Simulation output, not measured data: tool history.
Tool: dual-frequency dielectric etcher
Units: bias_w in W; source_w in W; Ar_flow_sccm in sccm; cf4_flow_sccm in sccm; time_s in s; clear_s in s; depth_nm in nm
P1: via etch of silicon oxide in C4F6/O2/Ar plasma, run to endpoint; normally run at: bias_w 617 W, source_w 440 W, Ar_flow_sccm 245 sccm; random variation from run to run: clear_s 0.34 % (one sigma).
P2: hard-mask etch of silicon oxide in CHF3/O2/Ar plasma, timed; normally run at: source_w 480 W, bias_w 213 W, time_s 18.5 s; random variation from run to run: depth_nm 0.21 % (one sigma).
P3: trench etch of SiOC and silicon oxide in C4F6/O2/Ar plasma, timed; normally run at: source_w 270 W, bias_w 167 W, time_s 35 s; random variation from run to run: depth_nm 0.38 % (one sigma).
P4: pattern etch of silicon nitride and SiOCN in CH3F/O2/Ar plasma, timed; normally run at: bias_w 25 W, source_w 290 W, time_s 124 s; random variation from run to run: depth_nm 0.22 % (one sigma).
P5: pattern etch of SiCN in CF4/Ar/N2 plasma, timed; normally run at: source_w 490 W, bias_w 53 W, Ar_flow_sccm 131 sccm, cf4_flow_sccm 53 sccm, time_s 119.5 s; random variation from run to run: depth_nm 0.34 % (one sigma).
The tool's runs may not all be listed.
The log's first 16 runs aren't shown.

run   hour  process  bias_w  source_w  Ar_flow_sccm  cf4_flow_sccm  time_s  hours since the last wet clean  hours since the last bias power generator calibration  hours since the last source power generator calibration  hours since the last Ar flow controller change  clear_s  depth_nm
 17   97.6       P1     617       440           300                                                  480.7                                                  559.9                                                     11.7                                          4355.4   24.186
 18    104       P3     167       270                                   35                           487.1                                                  566.3                                                     18.1                                          4361.8             57.469
 19  108.2       P1     617       440           245                                                  491.3                                                  570.5                                                     22.3                                            4366    23.53
 20  112.1       P1     617       440           180                                                  495.2                                                  574.4                                                     26.2                                          4369.9   22.786
 21  117.9       P2     276       480                                 18.5                             501                                                  580.2                                                       32                                          4375.7             39.759
     121.3  -- Ar flow controller replaced
 22    122       P4      25       290                                  124                           505.1                                                  584.3                                                     36.1                                             0.8              15.61
 23  127.2       P4      25       290                                  124                           510.3                                                  589.5                                                     41.3                                               6             15.602
 24  130.8       P1     440       440           245                                                  513.9                                                  593.1                                                     44.9                                             9.6   26.632
 25  135.9       P3     122       270                                   35                             519                                                  598.2                                                       50                                            14.7             52.272
 26  139.5       P3     167       370                                   35                           522.6                                                  601.8                                                     53.6                                            18.3             64.784
 27  144.4       P2     213       480                                 18.5                           527.5                                                  606.7                                                     58.5                                            23.2             36.068
 28  148.8       P4      25       170                                  124                           531.9                                                  611.1                                                     62.9                                            27.6             13.042
 29  152.5       P5      53       490           103             53   119.5                           535.6                                                  614.8                                                     66.6                                            31.3             94.785
 30  158.9       P2     213       610                                 18.5                             542                                                  621.2                                                       73                                            37.7             39.474
 31    166       P1     617       440           245                                                  549.1                                                  628.3                                                     80.1                                            44.8   23.658
 32  173.3       P4      18       290                                  124                           556.4                                                  635.6                                                     87.4                                            52.1             13.522

Run 33 comes next. What will it give?
 33  177.4       P1     617       440           245                                                  560.5                                                  639.7                                                     91.5                                            56.2        ?

clear_s: 23.545 s
